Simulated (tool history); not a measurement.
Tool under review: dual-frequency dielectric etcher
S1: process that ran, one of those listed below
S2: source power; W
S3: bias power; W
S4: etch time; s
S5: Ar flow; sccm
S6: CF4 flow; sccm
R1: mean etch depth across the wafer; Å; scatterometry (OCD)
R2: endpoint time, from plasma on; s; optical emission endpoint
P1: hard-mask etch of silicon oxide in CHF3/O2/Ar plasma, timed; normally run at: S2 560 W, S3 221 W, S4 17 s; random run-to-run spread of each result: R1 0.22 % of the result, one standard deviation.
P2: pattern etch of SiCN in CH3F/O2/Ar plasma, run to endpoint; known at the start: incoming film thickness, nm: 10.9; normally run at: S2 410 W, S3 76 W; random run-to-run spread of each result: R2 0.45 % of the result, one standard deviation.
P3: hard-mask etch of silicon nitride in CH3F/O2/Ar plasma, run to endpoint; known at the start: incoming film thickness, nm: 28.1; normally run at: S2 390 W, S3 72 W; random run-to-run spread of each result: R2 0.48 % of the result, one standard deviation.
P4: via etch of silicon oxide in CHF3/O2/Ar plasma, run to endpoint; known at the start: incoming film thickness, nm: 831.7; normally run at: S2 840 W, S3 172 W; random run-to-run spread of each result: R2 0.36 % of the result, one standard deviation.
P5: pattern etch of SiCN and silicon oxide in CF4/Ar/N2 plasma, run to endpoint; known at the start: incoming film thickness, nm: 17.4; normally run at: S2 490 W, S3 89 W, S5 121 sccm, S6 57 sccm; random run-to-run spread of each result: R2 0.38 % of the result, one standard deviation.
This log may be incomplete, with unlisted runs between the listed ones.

run 1 hour=14 | S1=P1 S2=560 S3=221 S4=17 | R1=352.85
run 2 hour=26.5 | S1=P1 S2=560 S3=221 S4=17 | R1=353.15
run 3 hour=39.9 | S1=P1 S2=710 S3=284 S4=17 | R1=421.3
run 4 hour=50.4 | S1=P4 S2=840 S3=172 | R2=377.18
run 5 hour=64.2 | S1=P5 S2=680 S3=89 S5=121 S6=57 | R2=13.881
run 6 hour=72.7 | S1=P1 S2=690 S3=302 S4=17 | R1=426.85
run 7 hour=82.5 | S1=P5 S2=490 S3=55 S5=121 S6=57 | R2=21.787
run 8 hour=90.6 | S1=P2 S2=410 S3=59 | R2=30.475
run 9 hour=96.7 | S1=P2 S2=290 S3=76 | R2=31.643
run 10 hour=109.4 | S1=P4 S2=610 S3=172 | R2=425.45
run 11 hour=118.3 | S1=P5 S2=490 S3=89 S5=77 S6=57 | R2=17.309
run 12 hour=124.4 | S1=P1 S2=560 S3=156 S4=17 | R1=313.62
run 13 hour=131.3 | S1=P5 S2=490 S3=89 S5=121 S6=70 | R2=17.911
run 14 hour=141 | S1=P1 S2=560 S3=221 S4=17 | R1=351.84
run 15 hour=151.2 | S1=P3 S2=390 S3=96 | R2=35.476
run 16 hour=157.8 | S1=P3 S2=530 S3=72 | R2=34.824
run 17 hour=168.2 | S1=P1 S2=560 S3=221 S4=23.5 | R1=487.74
run 18 hour=174.4 | S1=P5 S2=490 S3=89 S5=121 S6=57 | R2=18.412
run 19 hour=180.9 | S1=P3 S2=390 S3=72 | R2=39.611
run 20 hour=189.1 | S1=P1 S2=560 S3=221 S4=17 | R1=352.94
run 21 hour=200.2 | S1=P2 S2=410 S3=76 | R2=27.56
run 22 hour=213.3 | S1=P1 S2=670 S3=221 S4=17 | R1=376.17
run 23 hour=224.4 | S1=P1 S2=390 S3=221 S4=17 | R1=308.02
run 24 hour=234.7 | S1=P1 S2=560 S3=221 S4=13 | R1=269.1
run 25 hour=247.3 | S1=P1 S2=560 S3=262 S4=17 | R1=375.22
run 26 hour=261.1 | S1=P1 S2=560 S3=221 S4=17 | R1=353.74
run 27 hour=271 | S1=P4 S2=840 S3=208 | R2=354.17
run 28 hour=277.9 | S1=P5 S2=490 S3=89 S5=121 S6=57 | R2=18.504
run 29 hour=286.5 | S1=P3 S2=390 S3=72 | R2=39.587
run 30 hour=294.7 | S1=P1 S2=560 S3=221 S4=17 | R1=352.66
run 31 hour=305.5 | S1=P1 S2=560 S3=221 S4=17 | R1=350.8
run 32 hour=313.4 | S1=P1 S2=560 S3=221 S4=17 | R1=348.36
run 33 hour=327.1 | S1=P1 S2=560 S3=221 S4=17 | R1=348.17
run 34 hour=337.8 | S1=P1 S2=560 S3=221 S4=17 | R1=346.82
run 35 hour=345.2 | S1=P1 S2=560 S3=221 S4=17 | R1=347.83
-- hour=348.1 wet clean of the chamber
run 36 hour=356.5 | S1=P1 S2=560 S3=221 S4=17 | R1=347.75
run 37 hour=367.9 | S1=P1 S2=560 S3=221 S4=17 | R1=346.87
run 38 hour=376.7 | S1=P1 S2=560 S3=221 S4=17 | R1=346.29

P1 has crept away from where it was. The log is fitted equally well by each of these 2 causes, at the sizes shown:
A: bias power that arrives under what is set, % = 4.76
B: source power that arrives under what is set, % = 4.42
The creep began at about hour 294.7.
Why every other cause is out:
chamber walls in a state that lowers the etch rate, %: its service at hour 348.1 followed the start of the drift and did not put the process back to its old value

Each of the check runs listed below is run on 2 wafers and reports their average, with the results left as question marks. Pick the one under which the possible causes would lead to clearly different results.
run check 1 hour=385.5 | S1=P4 S2=840 S3=172 | R2=?
run check 2 hour=385.5 | S1=P2 S2=410 S3=76 | R2=?
run check 3 hour=385.5 | S1=P5 S2=490 S3=89 S5=121 S6=57 | R2=?
run check 4 hour=385.5 | S1=P3 S2=390 S3=72 | R2=?

Predicted outcomes, by check and by cause:
check=check_1 result=R2 if_A=381.48 if_B=382.12
check=check_2 result=R2 if_A=28.354 if_B=28.344
check=check_3 result=R2 if_A=18.776 if_B=19.181
check=check_4 result=R2 if_A=40.164 if_B=40.183
Per-check spread between the two closest causes, in the result where they differ most: check 1 0.17 %; check 2 0.04 %; check 3 2.13 %; check 4 0.05 %
Check 3 is the one run that separates the causes; every other check would come out nearly the same whichever cause is at work.

Check 3 was then run and gave: R2 18.771 s. Which cause is it?

The cause is A: bias power that arrives under what is set, %.
